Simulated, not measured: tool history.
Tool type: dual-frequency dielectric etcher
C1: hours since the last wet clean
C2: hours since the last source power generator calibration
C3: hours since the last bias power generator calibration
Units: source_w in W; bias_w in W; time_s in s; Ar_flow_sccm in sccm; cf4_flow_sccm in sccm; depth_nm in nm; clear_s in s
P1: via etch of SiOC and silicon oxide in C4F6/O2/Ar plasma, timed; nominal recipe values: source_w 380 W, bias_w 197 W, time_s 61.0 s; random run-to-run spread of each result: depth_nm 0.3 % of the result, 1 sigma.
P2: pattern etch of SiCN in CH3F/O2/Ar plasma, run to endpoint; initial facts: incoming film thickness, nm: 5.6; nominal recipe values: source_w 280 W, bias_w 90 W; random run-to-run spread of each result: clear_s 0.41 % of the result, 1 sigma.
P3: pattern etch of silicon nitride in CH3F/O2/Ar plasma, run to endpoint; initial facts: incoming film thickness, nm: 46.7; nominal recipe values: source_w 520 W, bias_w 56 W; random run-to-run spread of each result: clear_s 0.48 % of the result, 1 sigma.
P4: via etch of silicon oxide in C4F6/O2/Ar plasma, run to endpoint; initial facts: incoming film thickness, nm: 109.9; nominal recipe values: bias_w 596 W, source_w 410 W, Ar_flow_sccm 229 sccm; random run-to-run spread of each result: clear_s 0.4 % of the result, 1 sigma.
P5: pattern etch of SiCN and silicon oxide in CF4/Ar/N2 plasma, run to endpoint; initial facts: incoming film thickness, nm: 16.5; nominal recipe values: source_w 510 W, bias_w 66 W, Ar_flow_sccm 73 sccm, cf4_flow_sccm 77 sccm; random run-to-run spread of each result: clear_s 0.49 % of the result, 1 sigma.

run 1 hour=8.4 | process=P1 source_w=380 bias_w=197 time_s=61.0 | C1=363.2 C2=1224.8 C3=1317.3 | depth_nm=70.432
run 2 hour=23.7 | process=P2 source_w=280 bias_w=90 | C1=378.5 C2=1240.1 C3=1332.6 | clear_s=15.538
run 3 hour=36.4 | process=P1 source_w=380 bias_w=197 time_s=46.5 | C1=391.2 C2=1252.8 C3=1345.3 | depth_nm=54.013
run 4 hour=48.7 | process=P5 source_w=510 bias_w=66 Ar_flow_sccm=97 cf4_flow_sccm=77 | C1=403.5 C2=1265.1 C3=1357.6 | clear_s=17.344
run 5 hour=62.9 | process=P4 source_w=410 bias_w=596 Ar_flow_sccm=229 | C1=417.7 C2=1279.3 C3=1371.8 | clear_s=21.924
run 6 hour=70.5 | process=P5 source_w=320 bias_w=66 Ar_flow_sccm=73 cf4_flow_sccm=77 | C1=425.3 C2=1286.9 C3=1379.4 | clear_s=25.011
run 7 hour=85.0 | process=P1 source_w=530 bias_w=197 time_s=61.0 | C1=439.8 C2=1301.4 C3=1393.9 | depth_nm=80.664
run 8 hour=101.1 | process=P5 source_w=510 bias_w=51 Ar_flow_sccm=73 cf4_flow_sccm=77 | C1=455.9 C2=1317.5 C3=1410.0 | clear_s=18.039
run 9 hour=117.7 | process=P1 source_w=380 bias_w=197 time_s=61.0 | C1=472.5 C2=1334.1 C3=1426.6 | depth_nm=70.344
run 10 hour=129.9 | process=P4 source_w=410 bias_w=596 Ar_flow_sccm=273 | C1=484.7 C2=1346.3 C3=1438.8 | clear_s=22.168
run 11 hour=137.7 | process=P5 source_w=510 bias_w=66 Ar_flow_sccm=73 cf4_flow_sccm=77 | C1=492.5 C2=1354.1 C3=1446.6 | clear_s=16.545
run 12 hour=149.0 | process=P1 source_w=380 bias_w=197 time_s=61.0 | C1=503.8 C2=1365.4 C3=1457.9 | depth_nm=70.633
run 13 hour=164.2 | process=P3 source_w=520 bias_w=56 | C1=519.0 C2=1380.6 C3=1473.1 | clear_s=64.503
run 14 hour=173.4 | process=P1 source_w=380 bias_w=135 time_s=61.0 | C1=528.2 C2=1389.8 C3=1482.3 | depth_nm=62.803
run 15 hour=185.5 | process=P1 source_w=380 bias_w=129 time_s=73.0 | C1=540.3 C2=1401.9 C3=1494.4 | depth_nm=74.053
run 16 hour=200.4 | process=P4 source_w=540 bias_w=596 Ar_flow_sccm=229 | C1=555.2 C2=1416.8 C3=1509.3 | clear_s=19.615
run 17 hour=208.6 | process=P3 source_w=520 bias_w=69 | C1=563.4 C2=1425.0 C3=1517.5 | clear_s=60.733
-- hour=216.6 wet clean of the chamber
run 18 hour=223.5 | process=P2 source_w=370 bias_w=90 | C1=7.0 C2=1439.9 C3=1532.4 | clear_s=13.902
run 19 hour=232.9 | process=P1 source_w=380 bias_w=197 time_s=61.0 | C1=16.4 C2=1449.3 C3=1541.8 | depth_nm=70.653
run 20 hour=247.0 | process=P5 source_w=510 bias_w=66 Ar_flow_sccm=73 cf4_flow_sccm=92 | C1=30.5 C2=1463.4 C3=1555.9 | clear_s=16.268
run 21 hour=255.9 | process=P3 source_w=320 bias_w=56 | C1=39.4 C2=1472.3 C3=1564.8 | clear_s=77.742
run 22 hour=270.9 | process=P1 source_w=290 bias_w=197 time_s=61.0 | C1=54.4 C2=1487.3 C3=1579.8 | depth_nm=63.721
run 23 hour=286.9 | process=P2 source_w=280 bias_w=65 | C1=70.4 C2=1503.3 C3=1595.8 | clear_s=17.565
run 24 hour=301.3 | process=P4 source_w=410 bias_w=384 Ar_flow_sccm=229 | C1=84.8 C2=1517.7 C3=1610.2 | clear_s=25.718
run 25 hour=313.1 | process=P1 source_w=380 bias_w=197 time_s=61.0 | C1=96.6 C2=1529.5 C3=1622.0 | depth_nm=70.703
run 26 hour=323.0 | process=P1 source_w=380 bias_w=251 time_s=61.0 | C1=106.5 C2=1539.4 C3=1631.9 | depth_nm=76.461
run 27 hour=339.1 | process=P1 source_w=380 bias_w=197 time_s=81.0 | C1=122.6 C2=1555.5 C3=1648.0 | depth_nm=93.500
run 28 hour=346.4 | process=P1 source_w=380 bias_w=197 time_s=61.0 | C1=129.9 C2=1562.8 C3=1655.3 | depth_nm=70.887
run 29 hour=357.2 | process=P4 source_w=410 bias_w=596 Ar_flow_sccm=229 | C1=140.7 C2=1573.6 C3=1666.1 | clear_s=21.787
run 30 hour=372.7 | process=P1 source_w=380 bias_w=197 time_s=61.0 | C1=156.2 C2=1589.1 C3=1681.6 | depth_nm=70.623
run 31 hour=380.6 | process=P1 source_w=380 bias_w=197 time_s=61.0 | C1=164.1 C2=1597.0 C3=1689.5 | depth_nm=70.199
run 32 hour=392.4 | process=P1 source_w=380 bias_w=197 time_s=61.0 | C1=175.9 C2=1608.8 C3=1701.3 | depth_nm=69.524

Run 33 comes next. What will it give?
-- hour=407.4 wet clean of the chamber
run 33 hour=407.6 | process=P1 source_w=380 bias_w=197 time_s=61.0 | C1=0.3 C2=1624.0 C3=1716.5 | depth_nm=?

depth_nm: 69.730 nm

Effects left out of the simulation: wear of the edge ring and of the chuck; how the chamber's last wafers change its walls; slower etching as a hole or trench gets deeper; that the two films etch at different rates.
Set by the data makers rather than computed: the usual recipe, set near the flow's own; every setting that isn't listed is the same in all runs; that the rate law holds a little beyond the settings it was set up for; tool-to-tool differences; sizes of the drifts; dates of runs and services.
